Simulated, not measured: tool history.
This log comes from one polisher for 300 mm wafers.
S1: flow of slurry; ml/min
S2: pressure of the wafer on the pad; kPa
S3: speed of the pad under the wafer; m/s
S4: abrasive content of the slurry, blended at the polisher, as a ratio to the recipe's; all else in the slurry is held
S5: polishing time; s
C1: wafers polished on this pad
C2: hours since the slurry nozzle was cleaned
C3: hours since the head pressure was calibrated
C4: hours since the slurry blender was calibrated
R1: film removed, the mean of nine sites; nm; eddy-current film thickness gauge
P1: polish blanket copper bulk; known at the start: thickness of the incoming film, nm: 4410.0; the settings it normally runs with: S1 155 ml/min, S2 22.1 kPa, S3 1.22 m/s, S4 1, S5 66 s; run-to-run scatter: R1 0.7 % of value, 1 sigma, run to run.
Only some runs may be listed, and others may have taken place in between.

run,hour,S1,S2,S3,S4,S5,C1,C2,C3,C4,R1
1,7.7,155,22.1,1.22,1,66,394,110.7,120.6,133.9,811.15
# hour 12.5: head pressure recalibrated
2,13.6,155,22.1,1.22,1,66,446,116.6,1.1,139.8,811.15
3,22.3,155,29.6,1.22,1,66,523,125.3,9.8,148.5,1081.6
4,29.9,155,22.1,0.62,1,66,591,132.9,17.4,156.1,418.01
5,37.9,95,22.1,1.22,1,93,661,140.9,25.4,164.1,1034.3
6,45.1,240,27.6,1.22,1,66,725,148.1,32.6,171.3,1094.3
7,51.9,155,22.1,1.22,1,47,785,154.9,39.4,178.1,581.77
8,59.3,155,11.7,1.22,1,66,851,162.3,46.8,185.5,433.12
9,65.9,155,22.1,1.22,1,66,909,168.9,53.4,192.1,814.4
10,71,155,22.1,1.6,1,66,954,174,58.5,197.2,1064.6
11,78,155,22.1,1.22,1,66,1016,181,65.5,204.2,810.37
12,85.4,155,22.1,1.22,1,66,1082,188.4,72.9,211.6,816.46
13,92.3,110,22.1,1.22,1,66,1143,195.3,79.8,218.5,758.17
14,97.4,155,33.1,1.58,1,66,1188,200.4,84.9,223.6,1599.1
15,103.9,155,22.1,1.22,1.4,66,1246,206.9,91.4,230.1,874.73

Expected results for the next run?
16,111.9,155,22.1,1.22,1,97,1316,214.9,99.4,238.1,?

{"run 16": {"R1": 1202.6}}
